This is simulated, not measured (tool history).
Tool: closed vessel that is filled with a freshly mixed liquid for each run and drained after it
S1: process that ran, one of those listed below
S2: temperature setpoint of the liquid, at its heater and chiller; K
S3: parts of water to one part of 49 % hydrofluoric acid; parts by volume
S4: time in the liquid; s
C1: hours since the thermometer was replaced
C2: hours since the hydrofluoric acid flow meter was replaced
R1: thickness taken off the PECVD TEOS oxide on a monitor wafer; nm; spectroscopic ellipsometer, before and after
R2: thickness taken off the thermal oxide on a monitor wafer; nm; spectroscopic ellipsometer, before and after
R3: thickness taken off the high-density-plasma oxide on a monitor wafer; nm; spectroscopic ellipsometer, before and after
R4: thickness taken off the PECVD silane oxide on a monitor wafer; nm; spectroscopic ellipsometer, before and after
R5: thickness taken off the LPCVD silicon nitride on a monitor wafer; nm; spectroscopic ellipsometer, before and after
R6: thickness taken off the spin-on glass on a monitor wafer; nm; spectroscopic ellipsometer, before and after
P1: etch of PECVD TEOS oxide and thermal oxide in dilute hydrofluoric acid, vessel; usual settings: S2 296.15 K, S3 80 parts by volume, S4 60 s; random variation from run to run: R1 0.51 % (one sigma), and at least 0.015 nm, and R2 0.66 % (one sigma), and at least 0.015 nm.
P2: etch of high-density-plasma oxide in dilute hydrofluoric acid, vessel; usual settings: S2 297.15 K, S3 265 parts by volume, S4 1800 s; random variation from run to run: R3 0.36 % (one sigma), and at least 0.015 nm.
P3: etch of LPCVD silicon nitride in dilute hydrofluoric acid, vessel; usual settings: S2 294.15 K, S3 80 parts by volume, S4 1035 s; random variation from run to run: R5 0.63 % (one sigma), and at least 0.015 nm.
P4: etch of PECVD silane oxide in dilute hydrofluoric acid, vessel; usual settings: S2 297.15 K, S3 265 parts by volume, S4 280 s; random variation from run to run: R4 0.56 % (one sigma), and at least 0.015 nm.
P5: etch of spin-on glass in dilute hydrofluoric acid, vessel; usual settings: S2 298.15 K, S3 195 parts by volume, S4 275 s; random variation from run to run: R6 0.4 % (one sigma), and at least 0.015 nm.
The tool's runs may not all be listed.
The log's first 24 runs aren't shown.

run,day,S1,S2,S3,S4,C1,C2,R1,R2,R3,R4,R5,R6
25,5.158,P1,296.15,20,60,653.3,81.9,30.302,14.605,,,,
26,5.4,P1,303.15,80,60,659.1,87.7,9.2182,4.4777,,,,
27,5.55,P1,296.15,80,60,662.7,91.3,7.0495,3.4098,,,,
28,5.829,P2,297.15,265,1800,669.4,98,,,30.234,,,
29,5.979,P3,294.15,80,1035,673,101.6,,,,,4.952,
30,6.133,P1,302.15,80,30,676.7,105.3,4.5203,2.1076,,,,
31,6.279,P4,297.15,65,280,680.2,108.8,,,,67.135,,
32,6.488,P1,296.15,80,60,685.2,113.8,7.1165,3.4481,,,,
33,6.746,P1,296.15,80,60,691.4,120,6.9034,3.2677,,,,
34,6.962,P1,296.15,80,60,696.6,125.2,6.7071,3.2191,,,,
35,7.229,P1,296.15,80,60,703,131.6,6.5837,3.2125,,,,
36,7.438,P1,296.15,80,60,708,136.6,6.5818,3.1517,,,,
37,7.712,P1,296.15,80,60,714.6,143.2,6.5161,3.1147,,,,

The next listed run, before its measurement:
38,7.925,P1,296.15,80,60,719.7,148.3,?,?,,,,

R1: 6.4941 nm
R2: 3.067 nm

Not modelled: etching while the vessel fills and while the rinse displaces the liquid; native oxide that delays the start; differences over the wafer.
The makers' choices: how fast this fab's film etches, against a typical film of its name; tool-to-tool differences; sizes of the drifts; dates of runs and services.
